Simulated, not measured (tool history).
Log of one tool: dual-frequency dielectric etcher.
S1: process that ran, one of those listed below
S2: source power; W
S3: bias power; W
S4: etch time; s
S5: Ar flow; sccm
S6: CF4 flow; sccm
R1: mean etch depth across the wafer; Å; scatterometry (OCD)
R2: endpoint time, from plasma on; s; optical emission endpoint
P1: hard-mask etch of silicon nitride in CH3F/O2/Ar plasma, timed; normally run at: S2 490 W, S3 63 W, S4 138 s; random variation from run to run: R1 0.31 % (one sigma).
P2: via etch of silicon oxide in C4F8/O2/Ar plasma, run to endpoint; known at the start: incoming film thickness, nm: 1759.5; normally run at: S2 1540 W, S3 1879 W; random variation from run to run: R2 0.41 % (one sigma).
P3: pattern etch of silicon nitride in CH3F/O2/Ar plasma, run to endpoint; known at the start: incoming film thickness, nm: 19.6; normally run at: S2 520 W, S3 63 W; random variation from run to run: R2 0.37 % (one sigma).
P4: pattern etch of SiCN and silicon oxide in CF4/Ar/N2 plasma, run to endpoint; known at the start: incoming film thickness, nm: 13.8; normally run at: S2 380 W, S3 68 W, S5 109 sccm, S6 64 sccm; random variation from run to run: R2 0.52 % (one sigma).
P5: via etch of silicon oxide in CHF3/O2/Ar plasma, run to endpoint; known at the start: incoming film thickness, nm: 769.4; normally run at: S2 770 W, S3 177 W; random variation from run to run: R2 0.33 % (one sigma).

run 1 hour=4.6 | S1=P1 S2=490 S3=63 S4=138 | R1=987.81
run 2 hour=7.9 | S1=P1 S2=490 S3=76 S4=138 | R1=1055.4
run 3 hour=12.2 | S1=P4 S2=280 S3=68 S5=109 S6=64 | R2=26.073
run 4 hour=17.3 | S1=P5 S2=460 S3=177 | R2=439.17
run 5 hour=20.7 | S1=P2 S2=1120 S3=1879 | R2=451.93
run 6 hour=24 | S1=P1 S2=490 S3=63 S4=138 | R1=991.52
run 7 hour=30.8 | S1=P1 S2=340 S3=63 S4=138 | R1=864.18
run 8 hour=37.2 | S1=P5 S2=770 S3=142 | R2=390.47
run 9 hour=43.6 | S1=P4 S2=380 S3=68 S5=109 S6=64 | R2=20.03
run 10 hour=47.7 | S1=P3 S2=520 S3=63 | R2=26.668
run 11 hour=52.5 | S1=P1 S2=490 S3=49 S4=104.5 | R1=696.98
run 12 hour=56.2 | S1=P1 S2=490 S3=63 S4=138 | R1=990.5
run 13 hour=59.4 | S1=P2 S2=1540 S3=1879 | R2=401.27
run 14 hour=64.2 | S1=P1 S2=490 S3=63 S4=76 | R1=545.4
run 15 hour=71.1 | S1=P1 S2=490 S3=63 S4=138 | R1=994.46
run 16 hour=76.6 | S1=P3 S2=520 S3=37 | R2=31.01
run 17 hour=81.3 | S1=P5 S2=770 S3=177 | R2=362.01
run 18 hour=85 | S1=P3 S2=520 S3=63 | R2=26.712
run 19 hour=91.5 | S1=P1 S2=490 S3=63 S4=205.5 | R1=1480.7
-- hour=91.6 wet clean of the chamber
run 20 hour=95.7 | S1=P4 S2=380 S3=68 S5=109 S6=89 | R2=19.032
run 21 hour=99.4 | S1=P1 S2=650 S3=63 S4=138 | R1=1108.5
run 22 hour=106 | S1=P1 S2=490 S3=63 S4=138 | R1=986.85
run 23 hour=112.4 | S1=P2 S2=1540 S3=1147 | R2=459.25
run 24 hour=118.2 | S1=P4 S2=380 S3=68 S5=65 S6=64 | R2=18.303
run 25 hour=124.7 | S1=P3 S2=710 S3=63 | R2=23.584

The next listed run, before its measurement:
run 26 hour=128.2 | S1=P1 S2=490 S3=39 S4=138 | R1=?

Run 26 gave R1 858.41 Å.
